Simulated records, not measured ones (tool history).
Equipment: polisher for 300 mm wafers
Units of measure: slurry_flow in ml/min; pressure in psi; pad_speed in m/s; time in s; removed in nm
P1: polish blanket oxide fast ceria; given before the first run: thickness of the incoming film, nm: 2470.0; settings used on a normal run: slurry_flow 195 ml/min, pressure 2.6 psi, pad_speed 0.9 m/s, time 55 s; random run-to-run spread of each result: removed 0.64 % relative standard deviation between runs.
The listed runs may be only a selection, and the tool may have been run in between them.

run	hour	slurry_flow	pressure	pad_speed	time	wafers polished on this pad	hours since the slurry nozzle was cleaned	hours since the head pressure was calibrated	removed
1	6.4	195	2.6	0.9	55	574	324	178.9	776.2
2	19.1	195	2.6	1.4	55	726	336.7	191.6	1208.2
3	25.8	275	2.6	0.9	72	806	343.4	198.3	1068
4	35.5	195	2.6	0.44	55	922	353.1	208	378.86
5	43.2	195	2.6	0.9	32	1013	360.8	215.7	450.98
6	51.1	195	1.4	0.9	55	1108	368.7	223.6	411.57
7	63.2	195	2.6	0.9	55	1252	380.8	235.7	772.71
8	72.8	195	2.6	0.9	55	1367	390.4	245.3	776.4
# hour 80.7: slurry nozzle cleaned
9	86.1	195	2.6	0.9	55	1525	5.5	258.6	770.42
10	98.8	195	2.6	0.9	75	1677	18.2	271.3	1045.3
11	104.7	125	2.6	0.9	55	1747	24.1	277.2	707.87
12	113.9	195	2.6	0.9	55	1857	33.3	286.4	776.71
13	124.5	195	2.6	0.9	55	1984	43.9	297	778.86
14	135.4	195	2.6	0.9	55	2114	54.8	307.9	777.71
15	145.9	250	1.5	0.9	55	2239	65.3	318.4	461.29
16	156.3	280	2.6	0.9	55	2363	75.7	328.8	809.84

Expected results for the next run?
17	163.2	195	3.8	0.9	55	2445	82.6	335.7	?

{"run 17": {"removed": 1137.2}}

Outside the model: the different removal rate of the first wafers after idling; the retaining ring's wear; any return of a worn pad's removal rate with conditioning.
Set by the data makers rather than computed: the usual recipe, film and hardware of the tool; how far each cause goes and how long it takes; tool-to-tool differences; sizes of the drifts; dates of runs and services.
